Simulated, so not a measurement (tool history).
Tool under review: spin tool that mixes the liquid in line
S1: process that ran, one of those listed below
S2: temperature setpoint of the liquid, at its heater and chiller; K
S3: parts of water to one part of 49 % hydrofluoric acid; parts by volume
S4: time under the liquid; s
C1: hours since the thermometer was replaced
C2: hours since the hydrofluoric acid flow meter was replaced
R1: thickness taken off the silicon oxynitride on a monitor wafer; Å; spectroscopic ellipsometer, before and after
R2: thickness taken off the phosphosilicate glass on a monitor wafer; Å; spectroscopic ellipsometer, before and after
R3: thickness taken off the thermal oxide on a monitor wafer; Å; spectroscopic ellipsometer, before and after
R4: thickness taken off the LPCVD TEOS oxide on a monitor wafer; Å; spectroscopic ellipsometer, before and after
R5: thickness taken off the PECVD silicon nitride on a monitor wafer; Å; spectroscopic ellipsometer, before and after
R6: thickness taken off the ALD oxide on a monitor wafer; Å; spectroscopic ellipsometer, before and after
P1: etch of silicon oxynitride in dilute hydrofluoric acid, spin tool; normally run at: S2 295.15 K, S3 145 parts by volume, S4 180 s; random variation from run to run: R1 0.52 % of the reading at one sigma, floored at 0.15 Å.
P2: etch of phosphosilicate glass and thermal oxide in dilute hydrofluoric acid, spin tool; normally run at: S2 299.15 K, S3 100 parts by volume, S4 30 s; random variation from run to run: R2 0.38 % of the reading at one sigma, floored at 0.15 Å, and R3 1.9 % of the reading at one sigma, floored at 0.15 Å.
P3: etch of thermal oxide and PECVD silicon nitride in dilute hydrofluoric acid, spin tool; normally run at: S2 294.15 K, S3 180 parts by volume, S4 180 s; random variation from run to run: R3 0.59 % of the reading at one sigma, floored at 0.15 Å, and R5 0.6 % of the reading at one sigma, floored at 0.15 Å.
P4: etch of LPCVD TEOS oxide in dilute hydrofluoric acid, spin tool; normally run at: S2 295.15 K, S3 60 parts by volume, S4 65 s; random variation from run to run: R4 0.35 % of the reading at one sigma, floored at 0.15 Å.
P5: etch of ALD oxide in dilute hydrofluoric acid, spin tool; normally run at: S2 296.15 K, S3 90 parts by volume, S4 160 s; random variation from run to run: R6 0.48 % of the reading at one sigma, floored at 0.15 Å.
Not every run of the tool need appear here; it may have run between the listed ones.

Run 1, hour 10.4: S1 P1, S2 295.15 K, S3 145 parts by volume, S4 180 s; C1 273.9; C2 1275.3. Result: R1 44.625 Å.
Run 2, hour 21.5: S1 P1, S2 295.15 K, S3 145 parts by volume, S4 180 s; C1 285; C2 1286.4. Result: R1 44.651 Å.
Run 3, hour 34.4: S1 P2, S2 299.15 K, S3 100 parts by volume, S4 30 s; C1 297.9; C2 1299.3. Result: R2 410.66 Å, R3 15.233 Å.
Run 4, hour 49.2: S1 P1, S2 295.15 K, S3 205 parts by volume, S4 180 s; C1 312.7; C2 1314.1. Result: R1 30.408 Å.
Run 5, hour 58.2: S1 P1, S2 295.15 K, S3 145 parts by volume, S4 75 s; C1 321.7; C2 1323.1. Result: R1 18.64 Å.
Run 6, hour 73.4: S1 P4, S2 290.15 K, S3 60 parts by volume, S4 65 s; C1 336.9; C2 1338.3. Result: R4 167.14 Å.
Run 7, hour 86.2: S1 P1, S2 295.15 K, S3 50 parts by volume, S4 180 s; C1 349.7; C2 1351.1. Result: R1 139.76 Å.
Run 8, hour 100.9: S1 P1, S2 295.15 K, S3 145 parts by volume, S4 275 s; C1 364.4; C2 1365.8. Result: R1 69.017 Å.
Run 9, hour 108.8: S1 P3, S2 294.15 K, S3 300 parts by volume, S4 180 s; C1 372.3; C2 1373.7. Result: R3 21.017 Å, R5 29.343 Å.
Run 10, hour 119.2: S1 P3, S2 294.15 K, S3 180 parts by volume, S4 90 s; C1 382.7; C2 1384.1. Result: R3 19.742 Å, R5 23.928 Å.
Run 11, hour 133.7: S1 P2, S2 299.15 K, S3 100 parts by volume, S4 30 s; C1 397.2; C2 1398.6. Result: R2 409.53 Å, R3 14.883 Å.
Run 12, hour 141.7: S1 P5, S2 296.15 K, S3 90 parts by volume, S4 160 s; C1 405.2; C2 1406.6. Result: R6 462.31 Å.
Run 13, hour 151.2: S1 P4, S2 295.15 K, S3 60 parts by volume, S4 105 s; C1 414.7; C2 1416.1. Result: R4 336.02 Å.
Run 14, hour 160.7: S1 P1, S2 290.65 K, S3 35 parts by volume, S4 180 s; C1 424.2; C2 1425.6. Result: R1 160.01 Å.
Run 15, hour 172.7: S1 P5, S2 296.15 K, S3 90 parts by volume, S4 30 s; C1 436.2; C2 1437.6. Result: R6 86.319 Å.
Run 16, hour 186.3: S1 P1, S2 295.15 K, S3 145 parts by volume, S4 180 s; C1 449.8; C2 1451.2. Result: R1 44.58 Å.
Run 17, hour 195.7: S1 P2, S2 299.15 K, S3 100 parts by volume, S4 15 s; C1 459.2; C2 1460.6. Result: R2 204.26 Å, R3 7.094 Å.
Run 18, hour 204.3: S1 P1, S2 299.15 K, S3 85 parts by volume, S4 180 s; C1 467.8; C2 1469.2. Result: R1 96.271 Å.
Run 19, hour 214.4: S1 P1, S2 300.15 K, S3 145 parts by volume, S4 180 s; C1 477.9; C2 1479.3. Result: R1 56.018 Å.
Run 20, hour 223: S1 P1, S2 295.15 K, S3 225 parts by volume, S4 300 s; C1 486.5; C2 1487.9. Result: R1 45.282 Å.
Run 21, hour 235.6: S1 P1, S2 295.15 K, S3 145 parts by volume, S4 180 s; C1 499.1; C2 1500.5. Result: R1 44.477 Å.
Run 22, hour 249.1: S1 P5, S2 292.15 K, S3 90 parts by volume, S4 160 s; C1 512.6; C2 1514. Result: R6 394.95 Å.
Run 23, hour 261.4: S1 P4, S2 295.15 K, S3 105 parts by volume, S4 65 s; C1 524.9; C2 1526.3. Result: R4 112.01 Å.
Run 24, hour 275: S1 P3, S2 290.15 K, S3 180 parts by volume, S4 180 s; C1 538.5; C2 1539.9. Result: R3 33.429 Å, R5 36.764 Å.
Run 25, hour 288.9: S1 P1, S2 290.15 K, S3 145 parts by volume, S4 180 s; C1 552.4; C2 1553.8. Result: R1 35.131 Å.
Run 26, hour 296.3: S1 P3, S2 294.15 K, S3 180 parts by volume, S4 180 s; C1 559.8; C2 1561.2. Result: R3 39.857 Å, R5 48.408 Å.
Run 27, hour 308.6: S1 P5, S2 296.15 K, S3 45 parts by volume, S4 160 s; C1 572.1; C2 1573.5. Result: R6 981.58 Å.
Run 28, hour 315.7: S1 P2, S2 291.15 K, S3 100 parts by volume, S4 30 s; C1 579.2; C2 1580.6. Result: R2 297.51 Å, R3 10.494 Å.
Run 29, hour 330: S1 P1, S2 295.15 K, S3 145 parts by volume, S4 180 s; C1 593.5; C2 1594.9. Result: R1 44.548 Å.
Run 30, hour 344.6: S1 P1, S2 295.15 K, S3 145 parts by volume, S4 180 s; C1 608.1; C2 1609.5. Result: R1 44.559 Å.
Run 31, hour 352.3: S1 P4, S2 295.15 K, S3 60 parts by volume, S4 65 s; C1 615.8; C2 1617.2. Result: R4 207.47 Å.
Run 32, hour 366.1: S1 P2, S2 299.15 K, S3 30 parts by volume, S4 30 s; C1 629.6; C2 1631. Result: R2 1498 Å, R3 56.026 Å.
Run 33, hour 378.4: S1 P1, S2 295.15 K, S3 145 parts by volume, S4 180 s; C1 641.9; C2 1643.3. Result: R1 44.588 Å.
Run 34, hour 390: S1 P1, S2 295.15 K, S3 145 parts by volume, S4 180 s; C1 653.5; C2 1654.9. Result: R1 43.288 Å.
Run 35, hour 401.6: S1 P1, S2 295.15 K, S3 145 parts by volume, S4 180 s; C1 665.1; C2 1666.5. Result: R1 42.652 Å.
Run 36, hour 414.4: S1 P1, S2 295.15 K, S3 145 parts by volume, S4 180 s; C1 677.9; C2 1679.3. Result: R1 41.888 Å.
Run 37, hour 427.8: S1 P1, S2 295.15 K, S3 145 parts by volume, S4 180 s; C1 691.3; C2 1692.7. Result: R1 41.779 Å.
Run 38, hour 439.4: S1 P1, S2 295.15 K, S3 145 parts by volume, S4 180 s; C1 702.9; C2 1704.3. Result: R1 41.094 Å.
Run 39, hour 453.9: S1 P1, S2 295.15 K, S3 145 parts by volume, S4 180 s; C1 717.4; C2 1718.8. Result: R1 41.167 Å.
Run 40, hour 461.4: S1 P1, S2 295.15 K, S3 145 parts by volume, S4 180 s; C1 724.9; C2 1726.3. Result: R1 40.99 Å.
Run 41, hour 474.3: S1 P1, S2 295.15 K, S3 145 parts by volume, S4 180 s; C1 737.8; C2 1739.2. Result: R1 41.442 Å.
Run 42, hour 487.5: S1 P1, S2 295.15 K, S3 145 parts by volume, S4 180 s; C1 751; C2 1752.4. Result: R1 40.996 Å.

The output of P1 has drifted from where it used to be. Each of the 2 causes below, taken at the size shown beside it, accounts for the log equally well:
A: hydrofluoric acid flow below the setpoint (%) = 7.11
B: liquid colder than its thermometer reads (K) = 1.74
At approximately hour 378.4, the process output began to creep.

Which of the check runs below tells the causes apart, meaning the causes would give it clearly different results? Each run uses 2 wafers whose results are averaged, and each result is shown as a question mark.
Run check 1, hour 500.7: S1 P2, S2 291.65 K, S3 45 parts by volume, S4 30 s. Result: R2 ?, R3 ?.
Run check 2, hour 500.7: S1 P4, S2 290.15 K, S3 60 parts by volume, S4 105 s. Result: R4 ?.
Run check 3, hour 500.7: S1 P3, S2 294.15 K, S3 265 parts by volume, S4 180 s. Result: R3 ?, R5 ?.
Run check 4, hour 500.7: S1 P5, S2 296.15 K, S3 60 parts by volume, S4 60 s. Result: R6 ?.

If the cause were each of the candidates in turn, the checks would give the following:
  check  result    if A    if B
check 1      R2  661.31   662.7
check 1      R3  24.155  24.206
check 2      R4   250.4  251.16
check 3      R3  22.389  23.025
check 3      R5  30.684  29.486
check 4      R6  250.46  252.32
Smallest distance between any two causes, each pair judged by its most separating result, in per cent: check 1 0.21 %; check 2 0.3 %; check 3 3.98 %; check 4 0.74 %
Check 3 distinguishes between the causes, while the remaining checks would return nearly the same result for all of them.

Check 3 has now been run. It gave: R3 22.776 Å; R5 29.756 Å. Which of the candidate causes is it?

Of the candidate causes, it is B: liquid colder than its thermometer reads (K).

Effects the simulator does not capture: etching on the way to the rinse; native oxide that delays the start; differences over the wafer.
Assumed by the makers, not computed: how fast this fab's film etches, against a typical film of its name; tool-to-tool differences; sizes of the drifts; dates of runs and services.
